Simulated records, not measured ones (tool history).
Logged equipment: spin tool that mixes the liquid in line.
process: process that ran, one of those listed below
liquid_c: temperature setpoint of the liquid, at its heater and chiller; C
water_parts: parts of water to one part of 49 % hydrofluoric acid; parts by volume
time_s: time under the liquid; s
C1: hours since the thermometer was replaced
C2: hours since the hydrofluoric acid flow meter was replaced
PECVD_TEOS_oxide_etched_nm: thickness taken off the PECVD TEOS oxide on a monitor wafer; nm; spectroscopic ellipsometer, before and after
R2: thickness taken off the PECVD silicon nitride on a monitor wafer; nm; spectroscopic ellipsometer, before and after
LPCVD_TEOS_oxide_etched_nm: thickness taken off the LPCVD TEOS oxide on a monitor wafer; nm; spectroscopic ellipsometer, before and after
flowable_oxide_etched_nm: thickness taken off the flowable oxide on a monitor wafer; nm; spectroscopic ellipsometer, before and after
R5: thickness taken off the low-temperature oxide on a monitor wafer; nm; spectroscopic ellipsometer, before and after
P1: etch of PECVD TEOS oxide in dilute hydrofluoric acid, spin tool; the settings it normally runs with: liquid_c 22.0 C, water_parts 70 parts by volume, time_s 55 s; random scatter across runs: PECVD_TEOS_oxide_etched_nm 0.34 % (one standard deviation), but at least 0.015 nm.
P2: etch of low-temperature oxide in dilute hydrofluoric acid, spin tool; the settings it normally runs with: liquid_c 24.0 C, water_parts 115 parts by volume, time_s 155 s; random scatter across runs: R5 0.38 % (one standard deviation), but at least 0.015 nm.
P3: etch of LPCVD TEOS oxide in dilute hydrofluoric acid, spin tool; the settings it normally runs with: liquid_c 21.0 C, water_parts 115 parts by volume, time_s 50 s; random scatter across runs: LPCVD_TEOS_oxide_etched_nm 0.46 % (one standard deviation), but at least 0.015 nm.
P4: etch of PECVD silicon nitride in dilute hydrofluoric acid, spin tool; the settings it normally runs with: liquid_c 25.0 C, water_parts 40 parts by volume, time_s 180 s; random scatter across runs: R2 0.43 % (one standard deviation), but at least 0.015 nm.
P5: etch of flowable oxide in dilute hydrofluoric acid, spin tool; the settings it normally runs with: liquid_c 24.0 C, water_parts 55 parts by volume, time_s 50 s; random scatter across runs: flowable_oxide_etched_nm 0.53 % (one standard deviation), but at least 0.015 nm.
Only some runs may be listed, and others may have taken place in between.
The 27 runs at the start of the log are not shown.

Run 28, hour 236.2: process P3, liquid_c 21.0 C, water_parts 205 parts by volume, time_s 50 s; C1 654.1; C2 1023.3. Result: LPCVD_TEOS_oxide_etched_nm 6.1312 nm.
Run 29, hour 245.0: process P2, liquid_c 24.0 C, water_parts 215 parts by volume, time_s 155 s; C1 662.9; C2 1032.1. Result: R5 12.843 nm.
At hour 253.2: hydrofluoric acid flow meter replaced.
Run 30, hour 256.4: process P1, liquid_c 22.0 C, water_parts 70 parts by volume, time_s 55 s; C1 674.3; C2 3.3. Result: PECVD_TEOS_oxide_etched_nm 11.4700 nm.
Run 31, hour 269.2: process P1, liquid_c 22.0 C, water_parts 45 parts by volume, time_s 55 s; C1 687.1; C2 16.1. Result: PECVD_TEOS_oxide_etched_nm 18.2960 nm.
Run 32, hour 280.0: process P5, liquid_c 17.0 C, water_parts 55 parts by volume, time_s 50 s; C1 697.9; C2 26.9. Result: flowable_oxide_etched_nm 24.893 nm.
Run 33, hour 292.7: process P1, liquid_c 22.0 C, water_parts 70 parts by volume, time_s 55 s; C1 710.6; C2 39.6. Result: PECVD_TEOS_oxide_etched_nm 11.3880 nm.
Run 34, hour 300.7: process P1, liquid_c 22.0 C, water_parts 70 parts by volume, time_s 55 s; C1 718.6; C2 47.6. Result: PECVD_TEOS_oxide_etched_nm 10.9640 nm.
Run 35, hour 306.9: process P1, liquid_c 22.0 C, water_parts 70 parts by volume, time_s 55 s; C1 724.8; C2 53.8. Result: PECVD_TEOS_oxide_etched_nm 10.7090 nm.
Run 36, hour 312.6: process P1, liquid_c 22.0 C, water_parts 70 parts by volume, time_s 55 s; C1 730.5; C2 59.5. Result: PECVD_TEOS_oxide_etched_nm 10.6420 nm.

Expected results for the next run?
Run 37, hour 319.7: process P1, liquid_c 22.0 C, water_parts 70 parts by volume, time_s 55 s; C1 737.6; C2 66.6. Result: PECVD_TEOS_oxide_etched_nm ?.

PECVD_TEOS_oxide_etched_nm: 10.4990 nm
